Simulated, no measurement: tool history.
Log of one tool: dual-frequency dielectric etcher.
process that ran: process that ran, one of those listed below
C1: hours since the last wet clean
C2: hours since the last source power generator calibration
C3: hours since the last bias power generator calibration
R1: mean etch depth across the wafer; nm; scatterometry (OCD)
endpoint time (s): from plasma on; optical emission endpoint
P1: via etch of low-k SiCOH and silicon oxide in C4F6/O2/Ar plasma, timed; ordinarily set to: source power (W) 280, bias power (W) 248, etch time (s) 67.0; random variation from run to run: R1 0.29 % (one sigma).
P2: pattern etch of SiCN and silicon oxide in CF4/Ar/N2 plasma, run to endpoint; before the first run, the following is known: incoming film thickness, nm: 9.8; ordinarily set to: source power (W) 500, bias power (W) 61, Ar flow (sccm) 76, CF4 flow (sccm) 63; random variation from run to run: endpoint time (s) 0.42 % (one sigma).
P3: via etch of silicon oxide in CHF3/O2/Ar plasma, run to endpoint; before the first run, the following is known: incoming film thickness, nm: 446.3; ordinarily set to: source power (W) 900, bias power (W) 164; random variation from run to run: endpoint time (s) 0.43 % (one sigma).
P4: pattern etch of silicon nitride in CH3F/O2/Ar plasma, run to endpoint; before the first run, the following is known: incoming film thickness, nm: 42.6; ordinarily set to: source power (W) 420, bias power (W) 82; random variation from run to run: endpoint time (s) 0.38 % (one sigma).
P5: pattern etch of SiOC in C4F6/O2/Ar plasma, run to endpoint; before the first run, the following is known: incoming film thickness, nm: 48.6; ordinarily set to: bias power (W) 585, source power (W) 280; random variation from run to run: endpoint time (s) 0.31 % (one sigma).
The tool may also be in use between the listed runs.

run 1 hour=6.8 | process_that_ran=P1 source_power_(W)=280 bias_power_(W)=248 etch_time_(s)=67.0 | C1=251.7 C2=1543.1 C3=2942.8 | R1=175.55
run 2 hour=13.4 | process_that_ran=P2 source_power_(W)=400 bias_power_(W)=61 Ar_flow_(sccm)=76 CF4_flow_(sccm)=63 | C1=258.3 C2=1549.7 C3=2949.4 | endpoint_time_(s)=13.157
run 3 hour=18.4 | process_that_ran=P5 source_power_(W)=280 bias_power_(W)=350 | C1=263.3 C2=1554.7 C3=2954.4 | endpoint_time_(s)=20.823
run 4 hour=23.7 | process_that_ran=P1 source_power_(W)=280 bias_power_(W)=170 etch_time_(s)=67.0 | C1=268.6 C2=1560.0 C3=2959.7 | R1=154.52
run 5 hour=29.6 | process_that_ran=P4 source_power_(W)=420 bias_power_(W)=82 | C1=274.5 C2=1565.9 C3=2965.6 | endpoint_time_(s)=59.297
run 6 hour=33.2 | process_that_ran=P4 source_power_(W)=420 bias_power_(W)=112 | C1=278.1 C2=1569.5 C3=2969.2 | endpoint_time_(s)=53.079
run 7 hour=38.1 | process_that_ran=P1 source_power_(W)=280 bias_power_(W)=248 etch_time_(s)=88.5 | C1=283.0 C2=1574.4 C3=2974.1 | R1=230.72
run 8 hour=44.7 | process_that_ran=P1 source_power_(W)=340 bias_power_(W)=248 etch_time_(s)=93.5 | C1=289.6 C2=1581.0 C3=2980.7 | R1=261.66
run 9 hour=49.9 | process_that_ran=P4 source_power_(W)=290 bias_power_(W)=82 | C1=294.8 C2=1586.2 C3=2985.9 | endpoint_time_(s)=68.138
run 10 hour=54.7 | process_that_ran=P4 source_power_(W)=420 bias_power_(W)=82 | C1=299.6 C2=1591.0 C3=2990.7 | endpoint_time_(s)=59.204
run 11 hour=60.5 | process_that_ran=P2 source_power_(W)=500 bias_power_(W)=61 Ar_flow_(sccm)=76 CF4_flow_(sccm)=63 | C1=305.4 C2=1596.8 C3=2996.5 | endpoint_time_(s)=10.663
run 12 hour=67.0 | process_that_ran=P1 source_power_(W)=280 bias_power_(W)=248 etch_time_(s)=67.0 | C1=311.9 C2=1603.3 C3=3003.0 | R1=176.22
run 13 hour=72.8 | process_that_ran=P2 source_power_(W)=500 bias_power_(W)=61 Ar_flow_(sccm)=57 CF4_flow_(sccm)=63 | C1=317.7 C2=1609.1 C3=3008.8 | endpoint_time_(s)=10.401
run 14 hour=79.8 | process_that_ran=P1 source_power_(W)=180 bias_power_(W)=248 etch_time_(s)=67.0 | C1=324.7 C2=1616.1 C3=3015.8 | R1=147.94
run 15 hour=83.1 | process_that_ran=P1 source_power_(W)=350 bias_power_(W)=248 etch_time_(s)=67.0 | C1=328.0 C2=1619.4 C3=3019.1 | R1=191.75
run 16 hour=89.3 | process_that_ran=P1 source_power_(W)=280 bias_power_(W)=248 etch_time_(s)=67.0 | C1=334.2 C2=1625.6 C3=3025.3 | R1=175.13
run 17 hour=94.2 | process_that_ran=P3 source_power_(W)=900 bias_power_(W)=110 | C1=339.1 C2=1630.5 C3=3030.2 | endpoint_time_(s)=221.680
run 18 hour=101.1 | process_that_ran=P1 source_power_(W)=280 bias_power_(W)=248 etch_time_(s)=67.0 | C1=346.0 C2=1637.4 C3=3037.1 | R1=174.93
run 19 hour=104.8 | process_that_ran=P3 source_power_(W)=900 bias_power_(W)=164 | C1=349.7 C2=1641.1 C3=3040.8 | endpoint_time_(s)=196.820
run 20 hour=111.1 | process_that_ran=P1 source_power_(W)=280 bias_power_(W)=248 etch_time_(s)=41.0 | C1=356.0 C2=1647.4 C3=3047.1 | R1=107.56
run 21 hour=117.7 | process_that_ran=P5 source_power_(W)=190 bias_power_(W)=585 | C1=362.6 C2=1654.0 C3=3053.7 | endpoint_time_(s)=19.774
run 22 hour=121.9 | process_that_ran=P2 source_power_(W)=500 bias_power_(W)=61 Ar_flow_(sccm)=76 CF4_flow_(sccm)=80 | C1=366.8 C2=1658.2 C3=3057.9 | endpoint_time_(s)=10.382
run 23 hour=126.0 | process_that_ran=P2 source_power_(W)=500 bias_power_(W)=44 Ar_flow_(sccm)=76 CF4_flow_(sccm)=63 | C1=370.9 C2=1662.3 C3=3062.0 | endpoint_time_(s)=11.941
run 24 hour=132.2 | process_that_ran=P5 source_power_(W)=280 bias_power_(W)=585 | C1=377.1 C2=1668.5 C3=3068.2 | endpoint_time_(s)=17.176
run 25 hour=138.5 | process_that_ran=P3 source_power_(W)=1190 bias_power_(W)=164 | C1=383.4 C2=1674.8 C3=3074.5 | endpoint_time_(s)=177.290
run 26 hour=145.8 | process_that_ran=P1 source_power_(W)=280 bias_power_(W)=347 etch_time_(s)=67.0 | C1=390.7 C2=1682.1 C3=3081.8 | R1=198.21
run 27 hour=151.6 | process_that_ran=P5 source_power_(W)=280 bias_power_(W)=585 | C1=396.5 C2=1687.9 C3=3087.6 | endpoint_time_(s)=17.224
run 28 hour=155.0 | process_that_ran=P1 source_power_(W)=280 bias_power_(W)=248 etch_time_(s)=67.0 | C1=399.9 C2=1691.3 C3=3091.0 | R1=175.22
run 29 hour=162.1 | process_that_ran=P1 source_power_(W)=280 bias_power_(W)=248 etch_time_(s)=67.0 | C1=407.0 C2=1698.4 C3=3098.1 | R1=176.36
run 30 hour=167.4 | process_that_ran=P1 source_power_(W)=280 bias_power_(W)=248 etch_time_(s)=67.0 | C1=412.3 C2=1703.7 C3=3103.4 | R1=176.12
run 31 hour=172.2 | process_that_ran=P1 source_power_(W)=280 bias_power_(W)=248 etch_time_(s)=67.0 | C1=417.1 C2=1708.5 C3=3108.2 | R1=177.37
run 32 hour=176.1 | process_that_ran=P1 source_power_(W)=280 bias_power_(W)=248 etch_time_(s)=67.0 | C1=421.0 C2=1712.4 C3=3112.1 | R1=176.52
-- hour=180.7 wet clean of the chamber
run 33 hour=182.1 | process_that_ran=P1 source_power_(W)=280 bias_power_(W)=248 etch_time_(s)=67.0 | C1=1.4 C2=1718.4 C3=3118.1 | R1=177.74
run 34 hour=186.7 | process_that_ran=P1 source_power_(W)=280 bias_power_(W)=248 etch_time_(s)=67.0 | C1=6.0 C2=1723.0 C3=3122.7 | R1=177.18
run 35 hour=193.7 | process_that_ran=P1 source_power_(W)=280 bias_power_(W)=248 etch_time_(s)=67.0 | C1=13.0 C2=1730.0 C3=3129.7 | R1=177.00
run 36 hour=201.2 | process_that_ran=P1 source_power_(W)=280 bias_power_(W)=248 etch_time_(s)=67.0 | C1=20.5 C2=1737.5 C3=3137.2 | R1=176.88

The next listed run, before its measurement:
run 37 hour=209.0 | process_that_ran=P1 source_power_(W)=280 bias_power_(W)=248 etch_time_(s)=67.0 | C1=28.3 C2=1745.3 C3=3145.0 | R1=?

R1: 177.36 nm
